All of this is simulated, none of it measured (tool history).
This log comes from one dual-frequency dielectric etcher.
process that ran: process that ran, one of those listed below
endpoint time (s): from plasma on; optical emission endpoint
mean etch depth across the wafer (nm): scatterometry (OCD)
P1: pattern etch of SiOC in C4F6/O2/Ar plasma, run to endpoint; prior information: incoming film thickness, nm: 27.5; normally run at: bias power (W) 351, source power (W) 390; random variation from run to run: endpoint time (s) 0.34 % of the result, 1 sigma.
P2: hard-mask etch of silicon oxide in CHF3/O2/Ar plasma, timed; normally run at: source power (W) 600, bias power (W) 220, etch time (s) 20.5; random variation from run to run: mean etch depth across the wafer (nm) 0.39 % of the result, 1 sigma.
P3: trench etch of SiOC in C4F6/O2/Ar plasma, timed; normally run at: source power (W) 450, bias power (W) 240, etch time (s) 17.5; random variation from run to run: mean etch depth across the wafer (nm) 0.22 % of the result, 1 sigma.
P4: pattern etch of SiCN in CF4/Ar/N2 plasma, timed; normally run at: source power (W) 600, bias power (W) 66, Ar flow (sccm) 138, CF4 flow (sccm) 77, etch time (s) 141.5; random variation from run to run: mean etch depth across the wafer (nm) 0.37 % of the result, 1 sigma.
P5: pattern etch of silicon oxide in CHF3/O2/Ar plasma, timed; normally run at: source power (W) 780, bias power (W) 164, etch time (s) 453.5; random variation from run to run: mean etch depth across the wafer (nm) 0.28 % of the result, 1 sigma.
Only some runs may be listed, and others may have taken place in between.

run     day  process that ran  bias power (W)  source power (W)  Ar flow (sccm)  CF4 flow (sccm)  etch time (s)  hours since the last wet clean  hours since the last bias power generator calibration  hours since the last source power generator calibration  endpoint time (s)  mean etch depth across the wafer (nm)
  1   0.375                P1             351               390                                                                           307.6                                                  243.9                                                    958.9             10.647
  2   0.704                P4              89               600             138               77          141.5                           315.5                                                  251.8                                                    966.8                                                    162.24
  3   1.079                P1             351               390                                                                           324.5                                                  260.8                                                    975.8              10.69
  4   1.371                P4              66               600             193               77          141.5                           331.5                                                  267.8                                                    982.8                                                    137.11
  5   1.696                P2             220               600                                            20.5                           339.3                                                  275.6                                                    990.6                                                    44.056
  6   2.017                P1             351               390                                                                             347                                                  283.3                                                    998.3             10.707
  7   2.325                P3             240               450                                            11.5                           354.4                                                  290.7                                                   1005.7                                                    27.308
  8   2.588                P4              66               410             138               77          141.5                           360.7                                                    297                                                     1012                                                    104.14
  9   2.996                P1             351               390                                                                           370.5                                                  306.8                                                   1021.8             10.669
 10   3.196                P2             220               460                                            20.5                           375.3                                                  311.6                                                   1026.6                                                    39.483
 11   3.562                P4              66               600             138               77          141.5                           384.1                                                  320.4                                                   1035.4                                                    145.72
 12   3.883                P2             220               600                                            20.5                           391.8                                                  328.1                                                   1043.1                                                    43.651
 13   4.246                P4              66               600             138               77            187                           400.5                                                  336.8                                                   1051.8                                                    193.61
 14   4.579                P1             351               230                                                                           408.5                                                  344.8                                                   1059.8             12.967
 15   4.883                P1             351               390                                                                           415.8                                                  352.1                                                   1067.1             10.699
 16   5.146                P3             323               450                                            17.5                           422.1                                                  358.4                                                   1073.4                                                    46.008
 17   5.471                P5             164               780                                             672                           429.9                                                  366.2                                                   1081.2                                                    1493.3
 18   5.796                P1             267               530                                                                           437.7                                                    374                                                     1089             10.381
      6.042  -- source power generator calibrated
 19   6.162                P1             351               460                                                                           446.5                                                  382.8                                                      2.9             9.9784
 20   6.521                P3             240               360                                            17.5                           455.1                                                  391.4                                                     11.5                                                    38.273
 21   6.875                P1             351               390                                                                           463.6                                                  399.9                                                       20             10.666
 22    7.15                P1             416               390                                                                           470.2                                                  406.5                                                     26.6             10.064
 23   7.388                P5             102               780                                           453.5                           475.9                                                  412.2                                                     32.3                                                    871.79
 24   7.683                P2             220               600                                              29                             483                                                  419.3                                                     39.4                                                    61.924
 25   7.983                P2             160               600                                            20.5                           490.2                                                  426.5                                                     46.6                                                    39.235
 26   8.354                P5             164               780                                           453.5                           499.1                                                  435.4                                                     55.5                                                    1005.4
 27   8.683                P5             164               550                                           453.5                             507                                                  443.3                                                     63.4                                                    882.45
 28    8.95                P4              66               600             138               99          141.5                           513.4                                                  449.7                                                     69.8                                                    151.86
 29   9.212                P1             285               390                                                                           519.7                                                    456                                                     76.1             11.466
 30   9.492                P4              66               600             138               77          141.5                           526.4                                                  462.7                                                     82.8                                                    146.31
 31   9.817                P1             449               480                                                                           534.2                                                  470.5                                                     90.6             9.0473
 32  10.133                P3             240               450                                            17.5                           541.8                                                  478.1                                                     98.2                                                    41.556
 33  10.321                P1             351               390                                                                           546.3                                                  482.6                                                    102.7             10.707
 34  10.604                P1             351               390                                                                           553.1                                                  489.4                                                    109.5             10.689
 35  10.875                P1             351               390                                                                           559.6                                                  495.9                                                      116             10.587
 36  11.258                P1             351               390                                                                           568.8                                                  505.1                                                    125.2             10.609
 37  11.629                P1             351               390                                                                           577.7                                                    514                                                    134.1              10.49
     11.779  -- wet clean of the chamber
 38  11.933                P1             351               390                                                                             3.8                                                  521.3                                                    141.4             10.445
 39  12.146                P1             351               390                                                                             8.9                                                  526.4                                                    146.5             10.538
 40  12.433                P1             351               390                                                                            15.8                                                  533.3                                                    153.4             10.475
 41  12.667                P1             351               390                                                                            21.4                                                  538.9                                                      159             10.536
 42  13.058                P1             351               390                                                                            30.8                                                  548.3                                                    168.4             10.458
 43  13.462                P1             351               390                                                                            40.5                                                    558                                                    178.1             10.462
 44  13.646                P1             351               390                                                                            44.9                                                  562.4                                                    182.5             10.451

P1 has crept away from where it was. The log is fitted equally well by each of these 2 causes, at the sizes shown:
A: bias power that arrives over what is set, % = 4.96
B: source power that arrives over what is set, % = 4.69
The gradual shift began around day 10.604.
Why every other cause is out:
chamber walls in a state that raises the etch rate, %: work on it at day 11.779, done after the drift set in, did not restore what the process gave before

The list below offers 4 check runs, each averaging the results of 2 wafers, and shows each result as a question mark. For which of them would the listed causes give clearly different results?
check 1  13.829                P5             107               780                                             559                                                                                                                                                                                                         ?
check 2  13.829                P3             287               450                                            17.5                                                                                                                                                                                                         ?
check 3  13.829                P2             184               480                                            20.5                                                                                                                                                                                                         ?
check 4  13.829                P4              75               600             138               77          141.5                                                                                                                                                                                                         ?

Check results expected under each cause:
  check                                 result    if A    if B
check 1  mean etch depth across the wafer (nm)  1103.5    1108
check 2  mean etch depth across the wafer (nm)  44.915  44.946
check 3  mean etch depth across the wafer (nm)  38.425  38.454
check 4  mean etch depth across the wafer (nm)  155.09  158.68
Separation of the two closest causes in each check, using whichever result separates them best: check 1 0.4 %; check 2 0.07 %; check 3 0.08 %; check 4 2.29 %
Of the check runs offered, only check 4 discriminates between the causes; the rest would read about the same regardless of which cause applies.

Check 4 was then run and gave: mean etch depth across the wafer (nm) 158.63. Which cause is it?

The correct cause is B, namely: source power that arrives over what is set, %.
